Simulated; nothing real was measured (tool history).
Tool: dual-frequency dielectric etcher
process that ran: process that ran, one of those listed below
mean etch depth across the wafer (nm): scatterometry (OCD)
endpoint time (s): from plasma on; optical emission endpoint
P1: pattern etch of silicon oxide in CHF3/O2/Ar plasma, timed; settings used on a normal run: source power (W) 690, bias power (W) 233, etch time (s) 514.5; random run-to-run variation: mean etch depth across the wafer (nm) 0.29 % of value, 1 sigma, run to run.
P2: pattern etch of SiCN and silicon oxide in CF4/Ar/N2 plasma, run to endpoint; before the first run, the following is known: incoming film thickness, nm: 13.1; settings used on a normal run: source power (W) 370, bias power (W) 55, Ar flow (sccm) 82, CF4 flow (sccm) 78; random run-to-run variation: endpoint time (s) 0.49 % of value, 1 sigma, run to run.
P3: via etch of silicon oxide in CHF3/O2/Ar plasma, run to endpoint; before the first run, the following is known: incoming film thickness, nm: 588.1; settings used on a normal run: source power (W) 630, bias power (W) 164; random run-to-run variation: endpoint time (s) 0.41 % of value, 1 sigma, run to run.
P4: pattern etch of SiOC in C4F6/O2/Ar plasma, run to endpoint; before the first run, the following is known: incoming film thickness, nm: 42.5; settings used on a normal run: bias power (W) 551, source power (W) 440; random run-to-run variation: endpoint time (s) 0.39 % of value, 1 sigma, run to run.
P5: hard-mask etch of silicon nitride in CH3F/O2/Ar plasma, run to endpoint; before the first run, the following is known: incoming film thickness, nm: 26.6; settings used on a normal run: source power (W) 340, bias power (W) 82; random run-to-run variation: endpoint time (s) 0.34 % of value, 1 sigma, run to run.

run     day  process that ran  source power (W)  bias power (W)  etch time (s)  Ar flow (sccm)  CF4 flow (sccm)  hours since the last wet clean  hours since the last source power generator calibration  hours since the last bias power generator calibration  mean etch depth across the wafer (nm)  endpoint time (s)
  1   0.683                P1               690             233          514.5                                                            199.6                                                    941.3                                                 1200.9                                 1180.5
  2   1.254                P3               390             164                                                                           213.3                                                      955                                                 1214.6                                                     355.3
  3    1.95                P1               690             295          514.5                                                              230                                                    971.7                                                 1231.3                                 1285.1
  4   2.504                P2               300              55                             82               78                           243.3                                                      985                                                 1244.6                                                    23.579
  5   2.904                P1               690             233          514.5                                                            252.9                                                    994.6                                                 1254.2                                 1183.2
  6     3.5                P2               370              55                             82              101                           267.2                                                   1008.9                                                 1268.5                                                    18.772
  7   4.233                P1               690             233          514.5                                                            284.8                                                   1026.5                                                 1286.1                                 1175.9
  8   4.971                P4               440             551                                                                           302.5                                                   1044.2                                                 1303.8                                                    13.741
  9   5.529                P4               440             401                                                                           315.9                                                   1057.6                                                 1317.2                                                    15.456
 10   5.871                P2               370              55                             82               78                           324.1                                                   1065.8                                                 1325.4                                                    19.505
 11   6.529                P2               370              55                             82               78                           339.9                                                   1081.6                                                 1341.2                                                    19.576
 12   6.983                P1               690             233          514.5                                                            350.8                                                   1092.5                                                 1352.1                                 1181.8
 13   7.383                P3               630             225                                                                           360.4                                                   1102.1                                                 1361.7                                                     264.5
 14   7.721                P2               370              40                             82               78                           368.5                                                   1110.2                                                 1369.8                                                    21.451
 15   8.175                P2               370              55                             65               78                           379.4                                                   1121.1                                                 1380.7                                                    18.915
 16   8.712                P1               690             233            650                                                            392.3                                                     1134                                                 1393.6                                 1487.6
 17   9.208                P5               340             114                                                                           404.2                                                   1145.9                                                 1405.5                                                    34.405
 18   9.667                P4               530             551                                                                           415.2                                                   1156.9                                                 1416.5                                                    12.789
 19  10.283                P1               890             191          514.5                                                              430                                                   1171.7                                                 1431.3                                 1211.4
 20  10.821                P3               630             164                                                                           442.9                                                   1184.6                                                 1444.2                                                    293.74
 21    11.4                P1               690             233          514.5                                                            456.8                                                   1198.5                                                 1458.1                                 1183.3
 22  11.921                P5               400              82                                                                           469.3                                                     1211                                                 1470.6                                                     36.69
 23  12.546                P3               630             164                                                                           484.3                                                     1226                                                 1485.6                                                    296.16
 24  12.992                P1               690             188          514.5                                                              495                                                   1236.7                                                 1496.3                                   1093
 25  13.471                P1               690             233          514.5                                                            506.5                                                   1248.2                                                 1507.8                                 1174.7
 26  13.842                P1               690             233          347.5                                                            515.4                                                   1257.1                                                 1516.7                                  799.8
 27  14.188                P5               340              82                                                                           523.7                                                   1265.4                                                   1525                                                    38.921
 28  14.825                P1               880             320          514.5                                                              539                                                   1280.7                                                 1540.3                                 1443.6
 29  15.508                P1               530             233          514.5                                                            555.4                                                   1297.1                                                 1556.7                                   1068
 30  16.254                P1               820             233          514.5                                                            573.3                                                     1315                                                 1574.6                                 1259.6
 31  16.596                P1               690             233          514.5                                                            581.5                                                   1323.2                                                 1582.8                                 1177.9
 32  17.262                P1               690             233          514.5                                                            597.5                                                   1339.2                                                 1598.8                                 1188.2
 33  17.754                P1               690             233          514.5                                                            609.3                                                     1351                                                 1610.6                                 1188.7
 34  18.192                P1               690             233          514.5                                                            619.8                                                   1361.5                                                 1621.1                                 1193.9
     18.479  -- wet clean of the chamber
 35  18.933                P1               690             233          514.5                                                               11                                                   1379.3                                                 1638.9                                 1193.1
 36  19.271                P1               690             233          514.5                                                             19.1                                                   1387.4                                                   1647                                 1198.5
 37  19.917                P1               690             233          514.5                                                             34.6                                                   1402.9                                                 1662.5                                 1194.5
 38  20.596                P1               690             233          514.5                                                             50.9                                                   1419.2                                                 1678.8                                 1201.9

P1 no longer gives what it gave before; its output has crept away from where it was. The following 2 causes, each at its listed size, fit the log equally well:
A: bias power that arrives over what is set, % = 4.27
B: source power that arrives over what is set, % = 3.96
At approximately day 16.596, the process output began to creep.
All other causes, with the reason each is excluded:
chamber walls in a state that raises the etch rate, %: serviced at day 18.479, after the change had begun; the process did not return to its earlier output

Below are 4 check runs, each averaged over 3 wafers, with their results shown as question marks. Which of them would give clearly different results depending on which cause is behind the drift?
check 1  21.275                P2               370              55                             82               78                                                                                                                                                                                                         ?
check 2  21.275                P3               630             164                                                                                                                                                                                                                                                         ?
check 3  21.275                P5               340              82                                                                                                                                                                                                                                                         ?
check 4  21.275                P4               440             551                                                                                                                                                                                                                                                         ?

Predicted outcomes, by check and by cause:
  check             result    if A    if B
check 1  endpoint time (s)  19.353  18.937
check 2  endpoint time (s)   289.9  289.56
check 3  endpoint time (s)  38.346  38.362
check 4  endpoint time (s)  13.543  13.564
Gap, in per cent, between the two causes that each check separates least, read from the result that separates them most: check 1 2.17 %; check 2 0.12 %; check 3 0.04 %; check 4 0.15 %
Only check 1 tells the causes apart: in the others they would give nearly the same result.

Then check 1 was run and gave: endpoint time (s) 19.365. Which cause is it?

The correct cause is A, namely: bias power that arrives over what is set, %.
